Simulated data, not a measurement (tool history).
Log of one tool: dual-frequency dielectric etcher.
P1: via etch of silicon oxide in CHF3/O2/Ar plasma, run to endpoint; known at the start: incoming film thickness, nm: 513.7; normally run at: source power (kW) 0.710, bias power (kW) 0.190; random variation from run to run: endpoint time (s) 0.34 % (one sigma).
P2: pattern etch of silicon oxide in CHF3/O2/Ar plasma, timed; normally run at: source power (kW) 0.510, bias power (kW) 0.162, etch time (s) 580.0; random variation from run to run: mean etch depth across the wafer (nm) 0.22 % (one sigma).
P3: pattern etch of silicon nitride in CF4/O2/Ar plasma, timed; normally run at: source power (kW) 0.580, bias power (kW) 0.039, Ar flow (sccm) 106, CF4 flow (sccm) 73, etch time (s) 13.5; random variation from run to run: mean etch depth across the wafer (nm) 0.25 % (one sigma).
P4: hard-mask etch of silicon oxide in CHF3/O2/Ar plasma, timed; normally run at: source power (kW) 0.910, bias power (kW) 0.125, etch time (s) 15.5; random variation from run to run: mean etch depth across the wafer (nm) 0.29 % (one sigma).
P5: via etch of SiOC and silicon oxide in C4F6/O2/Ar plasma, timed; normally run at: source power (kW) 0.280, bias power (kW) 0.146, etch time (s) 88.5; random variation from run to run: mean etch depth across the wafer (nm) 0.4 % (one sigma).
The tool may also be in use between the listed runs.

run,hour,process that ran,source power (kW),bias power (kW),etch time (s),Ar flow (sccm),CF4 flow (sccm),endpoint time (s),mean etch depth across the wafer (nm)
1,10.8,P1,0.710,0.190,,,,236.82,
2,24.3,P4,0.910,0.125,15.5,,,,32.165
3,34.5,P5,0.280,0.146,88.5,,,,79.106
4,41.6,P1,0.710,0.256,,,,212.90,
5,55.1,P1,0.860,0.190,,,,219.30,
6,66.2,P3,0.580,0.039,13.5,106,73,,25.162
7,75.4,P2,0.510,0.162,580.0,,,,1041.800
8,82.6,P3,0.580,0.047,13.5,106,73,,26.931
9,93.2,P3,0.580,0.039,13.5,150,73,,23.744
10,102.2,P2,0.510,0.162,580.0,,,,1039.700
11,108.2,P5,0.280,0.195,88.5,,,,87.146
12,114.6,P3,0.580,0.039,13.5,106,97,,26.131
13,120.9,P1,0.710,0.190,,,,235.93,
14,130.9,P1,0.510,0.190,,,,266.47,
15,141.5,P1,0.710,0.190,,,,235.62,
16,151.9,P5,0.280,0.146,128.5,,,,115.260
17,158.2,P5,0.360,0.146,88.5,,,,87.472
18,164.6,P4,0.910,0.164,15.5,,,,35.017
19,171.2,P1,0.710,0.190,,,,235.56,
20,184.7,P1,0.710,0.190,,,,236.16,

Forecast run 21:
21,196.4,P2,0.510,0.221,580.0,,,,?

Run 21 gave mean etch depth across the wafer (nm) 1156.800.

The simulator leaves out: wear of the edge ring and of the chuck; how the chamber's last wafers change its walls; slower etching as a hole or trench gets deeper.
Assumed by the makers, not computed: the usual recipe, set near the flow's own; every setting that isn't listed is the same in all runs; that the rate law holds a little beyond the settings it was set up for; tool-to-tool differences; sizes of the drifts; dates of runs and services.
